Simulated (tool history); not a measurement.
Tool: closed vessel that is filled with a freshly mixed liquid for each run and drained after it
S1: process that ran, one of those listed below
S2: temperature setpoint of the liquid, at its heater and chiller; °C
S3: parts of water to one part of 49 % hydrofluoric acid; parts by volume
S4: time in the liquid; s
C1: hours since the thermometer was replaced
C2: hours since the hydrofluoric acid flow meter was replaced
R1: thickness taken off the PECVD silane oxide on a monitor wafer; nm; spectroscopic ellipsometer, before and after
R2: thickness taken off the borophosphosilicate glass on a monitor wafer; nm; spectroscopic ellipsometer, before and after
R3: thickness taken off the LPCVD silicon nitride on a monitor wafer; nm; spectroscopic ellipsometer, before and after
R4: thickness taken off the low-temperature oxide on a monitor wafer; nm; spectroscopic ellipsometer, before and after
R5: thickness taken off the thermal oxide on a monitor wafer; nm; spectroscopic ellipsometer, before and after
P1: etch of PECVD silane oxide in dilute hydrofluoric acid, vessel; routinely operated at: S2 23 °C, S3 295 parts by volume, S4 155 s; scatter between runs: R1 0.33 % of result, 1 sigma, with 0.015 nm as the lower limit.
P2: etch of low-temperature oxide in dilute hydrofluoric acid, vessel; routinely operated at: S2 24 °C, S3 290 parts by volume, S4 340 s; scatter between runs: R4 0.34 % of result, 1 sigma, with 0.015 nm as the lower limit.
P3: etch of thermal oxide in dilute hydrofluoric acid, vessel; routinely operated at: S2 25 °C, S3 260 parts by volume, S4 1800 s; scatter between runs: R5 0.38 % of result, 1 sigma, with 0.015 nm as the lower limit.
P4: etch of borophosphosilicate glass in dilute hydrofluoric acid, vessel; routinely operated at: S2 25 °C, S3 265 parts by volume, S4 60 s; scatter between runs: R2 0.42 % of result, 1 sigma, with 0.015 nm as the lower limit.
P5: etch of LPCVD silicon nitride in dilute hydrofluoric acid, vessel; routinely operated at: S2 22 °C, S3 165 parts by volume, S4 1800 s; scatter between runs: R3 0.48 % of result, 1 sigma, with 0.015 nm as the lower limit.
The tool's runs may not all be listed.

run,hour,S1,S2,S3,S4,C1,C2,R1,R2,R3,R4,R5
1,4.7,P1,23,295,155,315.7,1646,5.9353,,,,
2,9.6,P4,25,365,60,320.6,1650.9,,9.1092,,,
3,14.2,P5,26,165,1800,325.2,1655.5,,,6.2281,,
4,22.3,P2,24,485,340,333.3,1663.6,,,,12.059,
5,26.8,P1,23,450,155,337.8,1668.1,3.3769,,,,
6,34.9,P4,25,265,85,345.9,1676.2,,19.82,,,
7,42.6,P1,23,185,155,353.6,1683.9,10.578,,,,
8,47.8,P1,31,70,155,358.8,1689.1,43.862,,,,
9,53.3,P1,23,295,155,364.3,1694.6,5.9537,,,,
10,57.5,P5,22,165,2680,368.5,1698.8,,,7.1352,,
11,63.2,P3,30,260,1800,374.2,1704.5,,,,,34.728
12,69.2,P1,17,295,155,380.2,1710.5,4.7559,,,,
13,77.1,P1,23,60,290,388.1,1718.4,70.73,,,,
14,83.8,P3,25,100,1800,394.8,1725.1,,,,,91.104
15,90.6,P2,18,290,340,401.6,1731.9,,,,19.345,
16,99.7,P1,23,295,155,410.7,1741,5.9652,,,,
17,106.9,P1,27.5,295,155,417.9,1748.2,6.9805,,,,
18,113.4,P1,23,295,275,424.4,1754.7,10.589,,,,
19,121.7,P3,25,260,3225,432.7,1763,,,,,52.351
20,127.1,P2,24,290,340,438.1,1768.4,,,,24.133,
21,131.8,P1,23,500,60,442.8,1773.1,1.1306,,,,
22,139.3,P1,23,295,30,450.3,1780.6,1.1669,,,,
23,146.3,P1,23,295,155,457.3,1787.6,5.9123,,,,
24,154.6,P3,25,260,1800,465.6,1795.9,,,,,29.13
25,162.2,P5,22,245,1800,473.2,1803.5,,,3.263,,
26,168.7,P2,24,290,340,479.7,1810,,,,23.902,
27,173.1,P4,25,265,60,484.1,1814.4,,13.925,,,
28,182.1,P5,22,165,1800,493.1,1823.4,,,4.7522,,
29,189.9,P4,18,265,60,500.9,1831.2,,10.823,,,
30,195,P1,23,295,155,506,1836.3,5.9706,,,,
31,200.2,P2,24,290,585,511.2,1841.5,,,,41.355,
32,207,P1,23,295,155,518,1848.3,5.9568,,,,
33,213.3,P1,23,295,155,524.3,1854.6,5.9249,,,,
34,218.6,P1,23,295,155,529.6,1859.9,5.9661,,,,
35,226.1,P1,23,295,155,537.1,1867.4,6.152,,,,
36,230.1,P1,23,295,155,541.1,1871.4,6.1665,,,,
37,235.5,P1,23,295,155,546.5,1876.8,6.2185,,,,
38,240.9,P1,23,295,155,551.9,1882.2,6.2301,,,,
39,249.4,P1,23,295,155,560.4,1890.7,6.2882,,,,
40,254.3,P1,23,295,155,565.3,1895.6,6.2921,,,,
41,262.8,P1,23,295,155,573.8,1904.1,6.2779,,,,

The output of P1 has drifted from where it used to be. Each of the 2 causes below, taken at the size shown beside it, accounts for the log equally well:
A: hydrofluoric acid flow above the setpoint (%) = 4.32
B: liquid hotter than its thermometer reads (K) = 1.55
The gradual shift began around hour 218.6.

The check runs listed below each take one wafer, and their results are still question marks. Under which run would the listed causes lead to clearly different results?
check 1,271.3,P5,22,165,1800,,,,,?,,
check 2,271.3,P4,25,265,60,,,,?,,,
check 3,271.3,P2,24,290,340,,,,,,?,
check 4,271.3,P3,25,260,1800,,,,,,,?

What each check would give under each cause:
check,result,if A,if B
check 1,R3,5.0113,5.3158
check 2,R2,14.671,14.674
check 3,R4,25.495,25.482
check 4,R5,30.744,30.759
Distance between the nearest two causes, measured in the result of the check that separates them most: check 1 5.9 %; check 2 0.02 %; check 3 0.05 %; check 4 0.05 %
Check 1 tells the causes apart: in the others they would give nearly the same result.

Check 1 has now been run. It gave: R3 5.2912 nm. Which of the candidate causes is it?

B is the cause: liquid hotter than its thermometer reads (K).

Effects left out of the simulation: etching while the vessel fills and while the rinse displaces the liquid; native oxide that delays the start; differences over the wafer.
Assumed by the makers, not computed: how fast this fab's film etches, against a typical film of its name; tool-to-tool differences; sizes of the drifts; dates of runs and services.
